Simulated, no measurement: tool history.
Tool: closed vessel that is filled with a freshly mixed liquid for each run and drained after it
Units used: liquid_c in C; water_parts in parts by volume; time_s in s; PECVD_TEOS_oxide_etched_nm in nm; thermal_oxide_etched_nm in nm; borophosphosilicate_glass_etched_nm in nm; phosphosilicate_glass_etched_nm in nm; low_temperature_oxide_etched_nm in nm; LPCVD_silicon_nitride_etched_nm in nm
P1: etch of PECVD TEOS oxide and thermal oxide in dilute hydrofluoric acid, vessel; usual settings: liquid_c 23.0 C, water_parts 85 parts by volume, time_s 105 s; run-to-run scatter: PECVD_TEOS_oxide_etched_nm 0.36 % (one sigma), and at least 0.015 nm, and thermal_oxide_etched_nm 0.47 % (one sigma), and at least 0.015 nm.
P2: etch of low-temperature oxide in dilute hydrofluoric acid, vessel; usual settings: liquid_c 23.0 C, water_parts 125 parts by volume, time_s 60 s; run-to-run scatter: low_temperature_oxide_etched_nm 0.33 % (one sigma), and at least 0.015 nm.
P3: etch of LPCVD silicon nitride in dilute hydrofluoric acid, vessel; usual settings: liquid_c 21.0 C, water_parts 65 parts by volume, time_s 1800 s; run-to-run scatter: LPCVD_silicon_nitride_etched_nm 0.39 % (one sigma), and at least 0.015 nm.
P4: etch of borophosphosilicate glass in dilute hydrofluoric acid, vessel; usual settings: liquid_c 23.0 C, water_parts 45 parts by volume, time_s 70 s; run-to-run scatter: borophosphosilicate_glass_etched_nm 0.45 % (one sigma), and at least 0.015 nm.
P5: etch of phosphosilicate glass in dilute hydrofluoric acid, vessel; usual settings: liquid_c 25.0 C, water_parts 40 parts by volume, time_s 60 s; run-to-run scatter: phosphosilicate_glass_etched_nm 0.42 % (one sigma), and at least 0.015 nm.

run	hour	process	liquid_c	water_parts	time_s	hours since the thermometer was replaced	hours since the hydrofluoric acid flow meter was replaced	PECVD_TEOS_oxide_etched_nm	thermal_oxide_etched_nm	borophosphosilicate_glass_etched_nm	phosphosilicate_glass_etched_nm	low_temperature_oxide_etched_nm	LPCVD_silicon_nitride_etched_nm
1	3.9	P1	23.0	85	105	1191.9	1423.5	29.2930	5.1807				
2	10.4	P1	23.0	115	155	1198.4	1430.0	30.6740	5.4607				
3	15.5	P4	23.0	45	70	1203.5	1435.1			61.982			
4	20.2	P1	23.0	115	105	1208.2	1439.8	20.8590	3.6833				
5	26.5	P5	25.0	40	85	1214.5	1446.1				175.730		
6	32.7	P1	18.0	85	105	1220.7	1452.3	23.7600	4.2621				
7	37.8	P4	18.0	45	70	1225.8	1457.4			50.819			
8	43.3	P2	23.0	70	60	1231.3	1462.9					30.1420	
9	48.5	P5	25.0	40	60	1236.5	1468.1				123.160		
10	54.6	P5	25.0	65	60	1242.6	1474.2				73.501		
11	58.6	P5	19.5	40	60	1246.6	1478.2				98.497		
12	61.8	P1	23.0	110	45	1249.8	1481.4	9.4474	1.7017				
13	67.5	P3	21.0	65	3580	1255.5	1487.1						22.7800
14	71.1	P1	23.0	85	105	1259.1	1490.7	29.3370	5.1638				
15	76.9	P4	23.0	45	30	1264.9	1496.5			26.740			
16	82.7	P1	23.0	85	105	1270.7	1502.3	29.2010	5.1888				
17	85.6	P3	17.0	65	1800	1273.6	1505.2						8.6091
18	90.5	P1	23.0	85	105	1278.5	1510.1	29.3480	5.2115				
19	94.4	P3	21.0	25	1800	1282.4	1514.0						28.6300
20	99.9	P2	23.0	125	35	1287.9	1519.5					9.2339	
21	104.6	P1	23.0	85	210	1292.6	1524.2	58.1970	10.4570				
22	108.8	P1	29.0	85	105	1296.8	1528.4	37.1870	6.5982				
23	114.7	P4	23.0	70	70	1302.7	1534.3			38.840			

Expected results for the next run?
24	119.6	P3	21.0	65	1800	1307.6	1539.2						?

{"run 24": {"LPCVD_silicon_nitride_etched_nm": 11.508}}
